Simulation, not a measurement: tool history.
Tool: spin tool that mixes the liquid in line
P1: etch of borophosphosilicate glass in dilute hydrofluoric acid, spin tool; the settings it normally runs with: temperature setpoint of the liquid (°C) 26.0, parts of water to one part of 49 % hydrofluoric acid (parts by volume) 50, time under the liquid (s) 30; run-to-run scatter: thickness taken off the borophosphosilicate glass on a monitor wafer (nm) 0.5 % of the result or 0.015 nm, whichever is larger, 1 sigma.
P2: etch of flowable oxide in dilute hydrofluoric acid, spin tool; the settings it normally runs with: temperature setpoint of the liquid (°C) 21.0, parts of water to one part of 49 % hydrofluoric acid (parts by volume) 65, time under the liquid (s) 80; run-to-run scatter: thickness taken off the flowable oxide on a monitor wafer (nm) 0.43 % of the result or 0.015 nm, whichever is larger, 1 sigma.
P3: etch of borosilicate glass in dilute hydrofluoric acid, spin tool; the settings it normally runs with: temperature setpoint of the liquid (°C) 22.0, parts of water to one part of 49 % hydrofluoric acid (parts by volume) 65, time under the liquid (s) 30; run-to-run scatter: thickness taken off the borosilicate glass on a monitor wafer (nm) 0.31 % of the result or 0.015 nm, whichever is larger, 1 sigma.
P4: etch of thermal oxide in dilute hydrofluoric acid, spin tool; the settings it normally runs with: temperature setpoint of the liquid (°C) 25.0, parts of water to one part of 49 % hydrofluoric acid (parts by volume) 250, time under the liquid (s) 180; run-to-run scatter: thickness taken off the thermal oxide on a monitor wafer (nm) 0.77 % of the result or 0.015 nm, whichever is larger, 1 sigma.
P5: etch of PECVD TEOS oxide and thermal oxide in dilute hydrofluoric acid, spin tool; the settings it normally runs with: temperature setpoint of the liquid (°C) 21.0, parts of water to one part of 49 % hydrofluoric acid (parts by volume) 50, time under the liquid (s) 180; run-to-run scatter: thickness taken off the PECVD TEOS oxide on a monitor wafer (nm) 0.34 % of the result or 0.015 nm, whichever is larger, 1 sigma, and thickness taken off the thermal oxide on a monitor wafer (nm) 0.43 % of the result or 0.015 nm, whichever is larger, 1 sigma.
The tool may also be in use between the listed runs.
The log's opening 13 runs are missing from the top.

run	hour	process that ran	temperature setpoint of the liquid (°C)	parts of water to one part of 49 % hydrofluoric acid (parts by volume)	time under the liquid (s)	hours since the thermometer was replaced	hours since the hydrofluoric acid flow meter was replaced	thickness taken off the borophosphosilicate glass on a monitor wafer (nm)	thickness taken off the borosilicate glass on a monitor wafer (nm)	thickness taken off the PECVD TEOS oxide on a monitor wafer (nm)	thickness taken off the thermal oxide on a monitor wafer (nm)	thickness taken off the flowable oxide on a monitor wafer (nm)
14	48.3	P5	26.5	50	180	957.0	371.2			48.9960	20.7300	
15	52.5	P1	26.0	50	30	961.2	375.4	29.510				
16	54.7	P2	21.0	65	80	963.4	377.6					46.1310
17	58.3	P3	22.0	65	30	967.0	381.2		12.4420			
18	60.7	P2	21.0	65	15	969.4	383.6					8.6703
19	64.3	P1	26.0	25	15	973.0	387.2	30.458				
20	67.6	P4	25.0	250	320	976.3	390.5				5.5748	
21	70.9	P4	25.0	250	180	979.6	393.8				3.1029	
22	75.0	P1	26.0	90	15	983.7	397.9	7.763				
23	77.7	P1	26.0	50	15	986.4	400.6	14.727				
24	81.2	P1	26.0	50	30	989.9	404.1	29.438				
25	84.0	P4	25.0	420	180	992.7	406.9				1.5862	
26	87.6	P1	26.0	50	30	996.3	410.5	29.647				
27	90.0	P1	30.5	50	30	998.7	412.9	35.230				

Predict the results of run 28:
28	92.4	P1	26.0	50	30	1001.1	415.3	?				

Run 28 measured thickness taken off the borophosphosilicate glass on a monitor wafer (nm) 29.470.
